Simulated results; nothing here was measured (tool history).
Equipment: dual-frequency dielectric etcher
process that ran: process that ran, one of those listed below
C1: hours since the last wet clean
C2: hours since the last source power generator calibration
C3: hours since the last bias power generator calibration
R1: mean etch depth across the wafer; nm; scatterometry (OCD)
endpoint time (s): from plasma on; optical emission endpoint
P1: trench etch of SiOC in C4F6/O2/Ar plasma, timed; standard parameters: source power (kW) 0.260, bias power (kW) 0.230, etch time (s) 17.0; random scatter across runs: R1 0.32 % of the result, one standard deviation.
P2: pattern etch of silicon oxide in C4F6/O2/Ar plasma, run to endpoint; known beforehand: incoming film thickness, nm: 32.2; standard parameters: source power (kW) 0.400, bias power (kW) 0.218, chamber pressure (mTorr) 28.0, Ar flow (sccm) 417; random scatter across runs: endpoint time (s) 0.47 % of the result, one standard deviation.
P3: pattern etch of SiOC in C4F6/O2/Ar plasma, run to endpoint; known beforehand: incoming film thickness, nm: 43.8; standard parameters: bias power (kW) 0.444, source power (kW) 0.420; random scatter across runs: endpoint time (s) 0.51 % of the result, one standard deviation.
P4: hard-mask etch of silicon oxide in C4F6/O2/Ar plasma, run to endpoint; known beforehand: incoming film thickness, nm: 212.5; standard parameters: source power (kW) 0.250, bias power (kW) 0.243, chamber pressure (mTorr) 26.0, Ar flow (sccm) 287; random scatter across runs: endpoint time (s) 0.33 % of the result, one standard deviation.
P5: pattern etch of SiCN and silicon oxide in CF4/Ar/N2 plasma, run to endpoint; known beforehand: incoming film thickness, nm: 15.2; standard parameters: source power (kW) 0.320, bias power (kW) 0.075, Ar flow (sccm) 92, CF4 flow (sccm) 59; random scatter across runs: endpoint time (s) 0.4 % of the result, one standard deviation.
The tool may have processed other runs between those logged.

Run 1, hour 6.9: process that ran P1, source power (kW) 0.260, bias power (kW) 0.230, etch time (s) 17.0; C1 179.3; C2 927.9; C3 1030.4. Result: R1 32.020 nm.
Run 2, hour 14.9: process that ran P1, source power (kW) 0.310, bias power (kW) 0.230, etch time (s) 17.0; C1 187.3; C2 935.9; C3 1038.4. Result: R1 34.220 nm.
Run 3, hour 22.9: process that ran P1, source power (kW) 0.170, bias power (kW) 0.230, etch time (s) 12.0; C1 195.3; C2 943.9; C3 1046.4. Result: R1 19.082 nm.
Run 4, hour 31.3: process that ran P4, source power (kW) 0.250, bias power (kW) 0.193, chamber pressure (mTorr) 26.0, Ar flow (sccm) 287; C1 203.7; C2 952.3; C3 1054.8. Result: endpoint time (s) 75.8500.
Run 5, hour 41.4: process that ran P2, source power (kW) 0.400, bias power (kW) 0.218, chamber pressure (mTorr) 35.0, Ar flow (sccm) 417; C1 213.8; C2 962.4; C3 1064.9. Result: endpoint time (s) 10.5030.
Run 6, hour 54.6: process that ran P1, source power (kW) 0.220, bias power (kW) 0.230, etch time (s) 17.0; C1 227.0; C2 975.6; C3 1078.1. Result: R1 29.834 nm.
Run 7, hour 68.5: process that ran P1, source power (kW) 0.260, bias power (kW) 0.154, etch time (s) 10.5; C1 240.9; C2 989.5; C3 1092.0. Result: R1 17.337 nm.
Run 8, hour 78.3: process that ran P2, source power (kW) 0.400, bias power (kW) 0.293, chamber pressure (mTorr) 28.0, Ar flow (sccm) 417; C1 250.7; C2 999.3; C3 1101.8. Result: endpoint time (s) 9.1471.
Run 9, hour 86.3: process that ran P2, source power (kW) 0.530, bias power (kW) 0.218, chamber pressure (mTorr) 28.0, Ar flow (sccm) 417; C1 258.7; C2 1007.3; C3 1109.8. Result: endpoint time (s) 9.0824.
Run 10, hour 96.3: process that ran P1, source power (kW) 0.260, bias power (kW) 0.230, etch time (s) 17.0; C1 268.7; C2 1017.3; C3 1119.8. Result: R1 31.925 nm.
Run 11, hour 105.6: process that ran P4, source power (kW) 0.200, bias power (kW) 0.243, chamber pressure (mTorr) 26.0, Ar flow (sccm) 287; C1 278.0; C2 1026.6; C3 1129.1. Result: endpoint time (s) 76.2950.
Run 12, hour 117.5: process that ran P1, source power (kW) 0.260, bias power (kW) 0.230, etch time (s) 17.0; C1 289.9; C2 1038.5; C3 1141.0. Result: R1 31.742 nm.
Run 13, hour 131.1: process that ran P5, source power (kW) 0.320, bias power (kW) 0.075, Ar flow (sccm) 92, CF4 flow (sccm) 38; C1 303.5; C2 1052.1; C3 1154.6. Result: endpoint time (s) 25.5640.
Run 14, hour 141.7: process that ran P4, source power (kW) 0.250, bias power (kW) 0.243, chamber pressure (mTorr) 26.0, Ar flow (sccm) 287; C1 314.1; C2 1062.7; C3 1165.2. Result: endpoint time (s) 70.4900.
Run 15, hour 156.3: process that ran P1, source power (kW) 0.260, bias power (kW) 0.230, etch time (s) 17.0; C1 328.7; C2 1077.3; C3 1179.8. Result: R1 31.932 nm.
Run 16, hour 171.0: process that ran P2, source power (kW) 0.400, bias power (kW) 0.218, chamber pressure (mTorr) 28.0, Ar flow (sccm) 417; C1 343.4; C2 1092.0; C3 1194.5. Result: endpoint time (s) 10.1160.
Run 17, hour 181.1: process that ran P1, source power (kW) 0.260, bias power (kW) 0.311, etch time (s) 17.0; C1 353.5; C2 1102.1; C3 1204.6. Result: R1 35.739 nm.
Run 18, hour 194.9: process that ran P2, source power (kW) 0.400, bias power (kW) 0.218, chamber pressure (mTorr) 28.0, Ar flow (sccm) 275; C1 367.3; C2 1115.9; C3 1218.4. Result: endpoint time (s) 9.6864.
Run 19, hour 205.1: process that ran P5, source power (kW) 0.320, bias power (kW) 0.075, Ar flow (sccm) 123, CF4 flow (sccm) 59; C1 377.5; C2 1126.1; C3 1228.6. Result: endpoint time (s) 25.0080.
Run 20, hour 215.1: process that ran P3, source power (kW) 0.420, bias power (kW) 0.444; C1 387.5; C2 1136.1; C3 1238.6. Result: endpoint time (s) 15.3340.
Run 21, hour 225.9: process that ran P1, source power (kW) 0.260, bias power (kW) 0.230, etch time (s) 17.0; C1 398.3; C2 1146.9; C3 1249.4. Result: R1 32.037 nm.
Run 22, hour 232.3: process that ran P1, source power (kW) 0.260, bias power (kW) 0.141, etch time (s) 17.0; C1 404.7; C2 1153.3; C3 1255.8. Result: R1 27.179 nm.
Run 23, hour 243.2: process that ran P1, source power (kW) 0.260, bias power (kW) 0.230, etch time (s) 24.5; C1 415.6; C2 1164.2; C3 1266.7. Result: R1 45.839 nm.
Run 24, hour 256.4: process that ran P1, source power (kW) 0.260, bias power (kW) 0.230, etch time (s) 9.5; C1 428.8; C2 1177.4; C3 1279.9. Result: R1 17.799 nm.
Run 25, hour 271.2: process that ran P5, source power (kW) 0.320, bias power (kW) 0.075, Ar flow (sccm) 92, CF4 flow (sccm) 59; C1 443.6; C2 1192.2; C3 1294.7. Result: endpoint time (s) 24.0930.
Run 26, hour 281.0: process that ran P4, source power (kW) 0.250, bias power (kW) 0.243, chamber pressure (mTorr) 26.0, Ar flow (sccm) 345; C1 453.4; C2 1202.0; C3 1304.5. Result: endpoint time (s) 71.6160.
Run 27, hour 293.6: process that ran P5, source power (kW) 0.320, bias power (kW) 0.047, Ar flow (sccm) 92, CF4 flow (sccm) 59; C1 466.0; C2 1214.6; C3 1317.1. Result: endpoint time (s) 28.0100.
Run 28, hour 302.8: process that ran P5, source power (kW) 0.210, bias power (kW) 0.075, Ar flow (sccm) 92, CF4 flow (sccm) 59; C1 475.2; C2 1223.8; C3 1326.3. Result: endpoint time (s) 34.7520.
Run 29, hour 309.8: process that ran P3, source power (kW) 0.280, bias power (kW) 0.444; C1 482.2; C2 1230.8; C3 1333.3. Result: endpoint time (s) 17.8590.
Run 30, hour 318.5: process that ran P5, source power (kW) 0.320, bias power (kW) 0.075, Ar flow (sccm) 92, CF4 flow (sccm) 59; C1 490.9; C2 1239.5; C3 1342.0. Result: endpoint time (s) 23.8900.
Run 31, hour 333.4: process that ran P4, source power (kW) 0.250, bias power (kW) 0.243, chamber pressure (mTorr) 26.0, Ar flow (sccm) 287; C1 505.8; C2 1254.4; C3 1356.9. Result: endpoint time (s) 70.0440.
Run 32, hour 344.8: process that ran P4, source power (kW) 0.250, bias power (kW) 0.243, chamber pressure (mTorr) 36.5, Ar flow (sccm) 287; C1 517.2; C2 1265.8; C3 1368.3. Result: endpoint time (s) 72.8420.
Run 33, hour 356.9: process that ran P1, source power (kW) 0.260, bias power (kW) 0.230, etch time (s) 17.0; C1 529.3; C2 1277.9; C3 1380.4. Result: R1 31.837 nm.
Run 34, hour 370.4: process that ran P3, source power (kW) 0.420, bias power (kW) 0.272; C1 542.8; C2 1291.4; C3 1393.9. Result: endpoint time (s) 18.3090.
Run 35, hour 377.0: process that ran P1, source power (kW) 0.260, bias power (kW) 0.230, etch time (s) 17.0; C1 549.4; C2 1298.0; C3 1400.5. Result: R1 31.911 nm.
Run 36, hour 383.6: process that ran P1, source power (kW) 0.260, bias power (kW) 0.230, etch time (s) 17.0; C1 556.0; C2 1304.6; C3 1407.1. Result: R1 31.706 nm.
Run 37, hour 393.8: process that ran P1, source power (kW) 0.260, bias power (kW) 0.230, etch time (s) 17.0; C1 566.2; C2 1314.8; C3 1417.3. Result: R1 31.360 nm.
At hour 396.9: wet clean of the chamber.
Run 38, hour 400.5: process that ran P1, source power (kW) 0.260, bias power (kW) 0.230, etch time (s) 17.0; C1 3.6; C2 1321.5; C3 1424.0. Result: R1 31.215 nm.
Run 39, hour 408.9: process that ran P1, source power (kW) 0.260, bias power (kW) 0.230, etch time (s) 17.0; C1 12.0; C2 1329.9; C3 1432.4. Result: R1 31.512 nm.
Run 40, hour 420.3: process that ran P1, source power (kW) 0.260, bias power (kW) 0.230, etch time (s) 17.0; C1 23.4; C2 1341.3; C3 1443.8. Result: R1 31.543 nm.
Run 41, hour 427.6: process that ran P1, source power (kW) 0.260, bias power (kW) 0.230, etch time (s) 17.0; C1 30.7; C2 1348.6; C3 1451.1. Result: R1 31.477 nm.

The output of P1 has drifted from where it used to be. Each of the 2 causes below, taken at the size shown beside it, accounts for the log equally well:
A: source power that arrives under what is set, % = 4.23
B: bias power that arrives under what is set, % = 4.71
At approximately hour 377.0, the process output began to creep.
Other possible causes, and why each is ruled out:
chamber walls in a state that lowers the etch rate, %: serviced after onset, at hour 396.9, with no recovery of the prior output

4 check runs are offered, each on 2 wafers whose results are averaged, their results left as question marks. Which one tells the causes apart?
Run check 1, hour 434.9: process that ran P5, source power (kW) 0.320, bias power (kW) 0.075, Ar flow (sccm) 92, CF4 flow (sccm) 59. Result: endpoint time (s) ?.
Run check 2, hour 434.9: process that ran P3, source power (kW) 0.420, bias power (kW) 0.444. Result: endpoint time (s) ?.
Run check 3, hour 434.9: process that ran P4, source power (kW) 0.250, bias power (kW) 0.243, chamber pressure (mTorr) 26.0, Ar flow (sccm) 287. Result: endpoint time (s) ?.
Run check 4, hour 434.9: process that ran P2, source power (kW) 0.400, bias power (kW) 0.218, chamber pressure (mTorr) 28.0, Ar flow (sccm) 417. Result: endpoint time (s) ?.

Expected result of each check under each candidate cause:
  check             result     if A     if B
check 1  endpoint time (s)  24.9310  24.4140
check 2  endpoint time (s)  15.5910  15.6150
check 3  endpoint time (s)  71.3390  71.3560
check 4  endpoint time (s)  10.3110  10.3030
Minimum pairwise separation of causes per check, each pair taken at its best-separating result: check 1 2.09 %; check 2 0.16 %; check 3 0.02 %; check 4 0.09 %
Check 1 tells the causes apart: in the others they would give nearly the same result.

Here is what check 1 returned: endpoint time (s) 24.4920. Which cause is it?

B is the cause: bias power that arrives under what is set, %.
